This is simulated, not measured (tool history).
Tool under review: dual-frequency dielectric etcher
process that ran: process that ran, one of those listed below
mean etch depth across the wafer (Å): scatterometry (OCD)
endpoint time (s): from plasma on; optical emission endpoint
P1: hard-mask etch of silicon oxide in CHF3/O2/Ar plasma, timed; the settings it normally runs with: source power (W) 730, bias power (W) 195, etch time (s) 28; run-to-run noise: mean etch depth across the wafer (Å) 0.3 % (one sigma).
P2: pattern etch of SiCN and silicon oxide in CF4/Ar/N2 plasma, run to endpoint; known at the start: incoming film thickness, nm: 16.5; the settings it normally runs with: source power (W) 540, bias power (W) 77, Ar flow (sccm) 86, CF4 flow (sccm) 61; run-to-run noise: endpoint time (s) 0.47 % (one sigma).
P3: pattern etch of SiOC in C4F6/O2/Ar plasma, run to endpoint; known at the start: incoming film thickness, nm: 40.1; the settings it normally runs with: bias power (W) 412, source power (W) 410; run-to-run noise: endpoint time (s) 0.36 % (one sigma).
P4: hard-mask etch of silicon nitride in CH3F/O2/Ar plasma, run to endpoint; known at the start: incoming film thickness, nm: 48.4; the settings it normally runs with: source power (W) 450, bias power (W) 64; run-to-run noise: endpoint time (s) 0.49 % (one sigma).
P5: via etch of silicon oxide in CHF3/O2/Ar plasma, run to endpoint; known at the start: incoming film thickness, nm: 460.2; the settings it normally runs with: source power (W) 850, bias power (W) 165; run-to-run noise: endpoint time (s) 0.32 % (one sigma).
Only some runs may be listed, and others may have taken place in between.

run	hour	process that ran	source power (W)	bias power (W)	etch time (s)	Ar flow (sccm)	CF4 flow (sccm)	hours since the last wet clean	hours since the last source power generator calibration	hours since the last bias power generator calibration	mean etch depth across the wafer (Å)	endpoint time (s)
1	3.4	P1	730	195	28			315.1	1196.4	730	598.67	
2	8.7	P1	730	195	28			320.4	1201.7	735.3	600.88	
3	13.3	P1	730	254	35.5			325	1206.3	739.9	826.39	
4	18.3	P2	540	59		86	61	330	1211.3	744.9		17.63
5	24.1	P4	450	76				335.8	1217.1	750.7		65.156
6	27.7	P2	540	77		86	61	339.4	1220.7	754.3		16.08
7	33.3	P1	730	195	37.5			345	1226.3	759.9	798.49	
8	36.8	P1	730	195	28			348.5	1229.8	763.4	600.5	
9	40.3	P4	450	64				352	1233.3	766.9		69.603
10	45	P1	1000	195	28			356.7	1238	771.6	675.13	
11	48.2	P2	540	77		86	81	359.9	1241.2	774.8		15.349
12	53.9	P1	550	195	28			365.6	1246.9	780.5	537.07	
13	57.2	P4	300	64				368.9	1250.2	783.8		80.204
14	62.1	P3	280	412				373.8	1255.1	788.7		15.826
15	67.6	P3	410	279				379.3	1260.6	794.2		15.87
16	73.6	P5	570	165				385.3	1266.6	800.2		243.41
# hour 76.9: wet clean of the chamber
17	80.1	P2	370	77		86	61	3.2	1273.1	806.7		22.385
18	83.5	P3	410	412				6.6	1276.5	810.1		13.838
19	86.4	P1	730	195	28			9.5	1279.4	813	599.83	
20	89.5	P1	730	195	28			12.6	1282.5	816.1	599.72	
21	93.2	P1	730	265	28			16.3	1286.2	819.8	664.62	
22	96.3	P5	850	222				19.4	1289.3	822.9		190.96
23	99.5	P2	540	77		121	61	22.6	1292.5	826.1		17.045
24	104.4	P3	410	412				27.5	1297.4	831		13.7
25	107.7	P5	850	165				30.8	1300.7	834.3		211.29
26	111.1	P1	730	130	28			34.2	1304.1	837.7	526.43	
27	116.5	P1	730	195	21			39.6	1309.5	843.1	448.09	
28	123.1	P2	540	77		86	61	46.2	1316.1	849.7		16.126
29	127.1	P1	730	195	28			50.2	1320.1	853.7	597.89	
30	130.9	P1	730	195	28			54	1323.9	857.5	592.46	
31	137.6	P1	730	195	28			60.7	1330.6	864.2	594	
32	143.4	P1	730	195	28			66.5	1336.4	870	590.93	
33	148.4	P1	730	195	28			71.5	1341.4	875	588.11	
34	153.3	P1	730	195	28			76.4	1346.3	879.9	590.63	
# hour 153.5: wet clean of the chamber
35	159.4	P1	730	195	28			5.9	1352.4	886	591.1	
36	162.3	P1	730	195	28			8.8	1355.3	888.9	588.98	

Run 37, settings as shown, results not yet in. Your forecast:
37	166.6	P1	730	195	28			13.1	1359.6	893.2	?	

mean etch depth across the wafer (Å): 585.99
